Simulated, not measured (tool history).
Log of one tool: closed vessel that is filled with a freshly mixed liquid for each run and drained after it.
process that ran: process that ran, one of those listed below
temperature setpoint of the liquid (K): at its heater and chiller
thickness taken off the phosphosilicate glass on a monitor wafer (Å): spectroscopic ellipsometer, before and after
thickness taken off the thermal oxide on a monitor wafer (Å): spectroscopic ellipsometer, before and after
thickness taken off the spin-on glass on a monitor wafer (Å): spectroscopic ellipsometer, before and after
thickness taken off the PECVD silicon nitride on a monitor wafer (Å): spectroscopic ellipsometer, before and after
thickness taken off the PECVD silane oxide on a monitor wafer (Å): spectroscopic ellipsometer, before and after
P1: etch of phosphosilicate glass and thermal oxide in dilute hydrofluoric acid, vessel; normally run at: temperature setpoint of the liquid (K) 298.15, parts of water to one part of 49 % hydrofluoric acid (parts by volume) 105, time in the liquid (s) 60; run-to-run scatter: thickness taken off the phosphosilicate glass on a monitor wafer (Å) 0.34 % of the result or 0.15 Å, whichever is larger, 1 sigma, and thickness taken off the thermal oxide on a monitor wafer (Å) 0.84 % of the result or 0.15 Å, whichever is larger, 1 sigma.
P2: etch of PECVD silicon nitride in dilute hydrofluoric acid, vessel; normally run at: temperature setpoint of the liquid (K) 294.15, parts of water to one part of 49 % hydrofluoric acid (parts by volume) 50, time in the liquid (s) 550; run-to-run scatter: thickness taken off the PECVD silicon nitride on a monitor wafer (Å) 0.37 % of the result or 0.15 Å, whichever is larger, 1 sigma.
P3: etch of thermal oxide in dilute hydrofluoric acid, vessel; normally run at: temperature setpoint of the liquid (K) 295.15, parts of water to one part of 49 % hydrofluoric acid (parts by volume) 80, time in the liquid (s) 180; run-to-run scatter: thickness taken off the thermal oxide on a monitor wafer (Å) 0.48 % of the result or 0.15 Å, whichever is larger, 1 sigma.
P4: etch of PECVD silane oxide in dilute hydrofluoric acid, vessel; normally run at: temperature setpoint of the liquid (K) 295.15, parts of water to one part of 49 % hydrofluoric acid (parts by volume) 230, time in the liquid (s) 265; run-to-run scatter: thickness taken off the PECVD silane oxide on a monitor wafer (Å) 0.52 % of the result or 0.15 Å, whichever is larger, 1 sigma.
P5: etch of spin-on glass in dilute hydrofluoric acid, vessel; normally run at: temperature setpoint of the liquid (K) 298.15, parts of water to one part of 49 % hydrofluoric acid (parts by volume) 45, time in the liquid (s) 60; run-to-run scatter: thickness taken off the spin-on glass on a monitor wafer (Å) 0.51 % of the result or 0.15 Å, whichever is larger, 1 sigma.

| run | day | process that ran | temperature setpoint of the liquid (K) | parts of water to one part of 49 % hydrofluoric acid (parts by volume) | time in the liquid (s) | hours since the thermometer was replaced | hours since the hydrofluoric acid flow meter was replaced | thickness taken off the phosphosilicate glass on a monitor wafer (Å) | thickness taken off the thermal oxide on a monitor wafer (Å) | thickness taken off the spin-on glass on a monitor wafer (Å) | thickness taken off the PECVD silicon nitride on a monitor wafer (Å) | thickness taken off the PECVD silane oxide on a monitor wafer (Å) |
|---|---|---|---|---|---|---|---|---|---|---|---|---|
| 1 | 0.638 | P1 | 298.15 | 105 | 60 | 980.0 | 757.8 | 742.11 | 26.881 |  |  |  |
| 2 | 1.221 | P5 | 298.15 | 45 | 60 | 994.0 | 771.8 |  |  | 705.65 |  |  |
| 3 | 1.600 | P2 | 294.15 | 25 | 550 | 1003.1 | 780.9 |  |  |  | 560.92 |  |
| 4 | 2.242 | P5 | 304.15 | 45 | 60 | 1018.5 | 796.3 |  |  | 894.54 |  |  |
| 5 | 2.750 | P1 | 298.15 | 60 | 60 | 1030.7 | 808.5 | 1384.30 | 51.176 |  |  |  |
| 6 | 3.275 | P5 | 298.15 | 45 | 30 | 1043.3 | 821.1 |  |  | 353.60 |  |  |
| 7 | 3.750 | P1 | 298.15 | 105 | 60 | 1054.7 | 832.5 | 748.88 | 27.044 |  |  |  |
| 8 | 4.100 | P5 | 298.15 | 45 | 60 | 1063.1 | 840.9 |  |  | 701.46 |  |  |
| 9 | 4.900 | P1 | 298.15 | 105 | 60 | 1082.3 | 860.1 | 746.25 | 27.449 |  |  |  |
| 10 | 5.658 | P1 | 298.15 | 155 | 60 | 1100.5 | 878.3 | 479.49 | 16.931 |  |  |  |
| 11 | 6.458 | P4 | 290.15 | 230 | 265 | 1119.7 | 897.5 |  |  |  |  | 371.570 |
| 12 | 6.962 | P3 | 295.15 | 80 | 180 | 1131.8 | 909.6 |  | 105.700 |  |  |  |
| 13 | 7.721 | P4 | 295.15 | 230 | 265 | 1150.0 | 927.8 |  |  |  |  | 454.720 |
| 14 | 8.100 | P1 | 298.15 | 105 | 60 | 1159.1 | 936.9 | 746.82 | 27.352 |  |  |  |
| 15 | 8.462 | P1 | 302.15 | 45 | 60 | 1167.8 | 945.6 | 2213.80 | 80.170 |  |  |  |
| 16 | 8.825 | P4 | 295.15 | 230 | 265 | 1176.5 | 954.3 |  |  |  |  | 446.030 |
| 17 | 9.267 | P3 | 295.15 | 80 | 55 | 1187.1 | 964.9 |  | 32.545 |  |  |  |
|  | 9.308 | hydrofluoric acid flow meter replaced |
| 18 | 9.742 | P2 | 294.15 | 50 | 550 | 1198.5 | 10.5 |  |  |  | 286.45 |  |
| 19 | 10.225 | P2 | 290.15 | 50 | 550 | 1210.1 | 22.1 |  |  |  | 215.66 |  |
| 20 | 10.846 | P4 | 295.15 | 230 | 30 | 1225.0 | 37.0 |  |  |  |  | 51.178 |
| 21 | 11.646 | P3 | 290.15 | 80 | 180 | 1244.2 | 56.2 |  | 86.704 |  |  |  |
| 22 | 12.088 | P1 | 298.15 | 105 | 90 | 1254.8 | 66.8 | 1123.90 | 40.712 |  |  |  |
| 23 | 12.900 | P1 | 298.15 | 105 | 60 | 1274.3 | 86.3 | 744.67 | 26.889 |  |  |  |
|  | 13.104 | thermometer replaced |
| 24 | 13.521 | P2 | 294.15 | 50 | 245 | 10.1 | 101.2 |  |  |  | 128.08 |  |
| 25 | 14.329 | P4 | 295.15 | 75 | 265 | 29.5 | 120.6 |  |  |  |  | 1624.800 |
| 26 | 15.125 | P1 | 306.65 | 105 | 60 | 48.6 | 139.7 | 1031.30 | 37.883 |  |  |  |
| 27 | 15.638 | P1 | 298.15 | 105 | 60 | 60.9 | 152.0 | 745.88 | 27.620 |  |  |  |
| 28 | 16.179 | P5 | 298.15 | 20 | 60 | 73.9 | 165.0 |  |  | 1647.00 |  |  |
| 29 | 16.808 | P3 | 295.15 | 115 | 180 | 89.0 | 180.1 |  | 70.975 |  |  |  |
| 30 | 17.246 | P1 | 290.65 | 105 | 60 | 99.5 | 190.6 | 550.75 | 19.983 |  |  |  |
| 31 | 17.888 | P1 | 298.15 | 105 | 30 | 114.9 | 206.0 | 374.09 | 13.491 |  |  |  |
| 32 | 18.625 | P1 | 298.15 | 105 | 60 | 132.6 | 223.7 | 741.80 | 27.189 |  |  |  |
| 33 | 19.383 | P1 | 298.15 | 105 | 60 | 150.8 | 241.9 | 723.64 | 26.219 |  |  |  |
| 34 | 19.904 | P1 | 298.15 | 105 | 60 | 163.3 | 254.4 | 714.35 | 25.924 |  |  |  |
| 35 | 20.667 | P1 | 298.15 | 105 | 60 | 181.6 | 272.7 | 706.98 | 25.340 |  |  |  |
| 36 | 21.158 | P1 | 298.15 | 105 | 60 | 193.4 | 284.5 | 703.11 | 25.343 |  |  |  |
| 37 | 21.821 | P1 | 298.15 | 105 | 60 | 209.3 | 300.4 | 695.04 | 25.522 |  |  |  |
| 38 | 22.404 | P1 | 298.15 | 105 | 60 | 223.3 | 314.4 | 696.88 | 25.281 |  |  |  |
| 39 | 23.096 | P1 | 298.15 | 105 | 60 | 239.9 | 331.0 | 692.37 | 25.327 |  |  |  |
| 40 | 23.450 | P1 | 298.15 | 105 | 60 | 248.4 | 339.5 | 694.62 | 25.594 |  |  |  |
| 41 | 24.221 | P1 | 298.15 | 105 | 60 | 266.9 | 358.0 | 688.55 | 24.893 |  |  |  |
| 42 | 24.967 | P1 | 298.15 | 105 | 60 | 284.8 | 375.9 | 687.80 | 24.657 |  |  |  |

What P1 gives has crept away from where it was. These 2 causes fit the log equally well, each at the size given:
A: liquid colder than its thermometer reads (K) = 2.02
B: hydrofluoric acid flow below the setpoint (%) = 6.75
The creep began at about day 18.625.

4 check runs are offered, one wafer each, their results left as question marks. Which one tells the causes apart?
| check 1 | 25.712 | P2 | 294.15 | 50 | 550 |  |  |  |  |  | ? |  |
| check 2 | 25.712 | P3 | 295.15 | 80 | 180 |  |  |  | ? |  |  |  |
| check 3 | 25.712 | P5 | 298.15 | 45 | 60 |  |  |  |  | ? |  |  |
| check 4 | 25.712 | P4 | 295.15 | 230 | 265 |  |  |  |  |  |  | ? |

What each check would give under each cause:
| check | result | if A | if B |
|---|---|---|---|
| check 1 | thickness taken off the PECVD silicon nitride on a monitor wafer (Å) | 248.77 | 267.41 |
| check 2 | thickness taken off the thermal oxide on a monitor wafer (Å) | 97.561 | 98.199 |
| check 3 | thickness taken off the spin-on glass on a monitor wafer (Å) | 648.35 | 654.26 |
| check 4 | thickness taken off the PECVD silane oxide on a monitor wafer (Å) | 417.510 | 413.140 |
How far apart the two closest causes lie, in the result that separates them most: check 1 7.22 %; check 2 0.65 %; check 3 0.91 %; check 4 1.05 %
Check 1 tells the causes apart: in the others they would give nearly the same result.

Check 1 was then run and gave: thickness taken off the PECVD silicon nitride on a monitor wafer (Å) 267.05. Which cause is it?

It is B: hydrofluoric acid flow below the setpoint (%).

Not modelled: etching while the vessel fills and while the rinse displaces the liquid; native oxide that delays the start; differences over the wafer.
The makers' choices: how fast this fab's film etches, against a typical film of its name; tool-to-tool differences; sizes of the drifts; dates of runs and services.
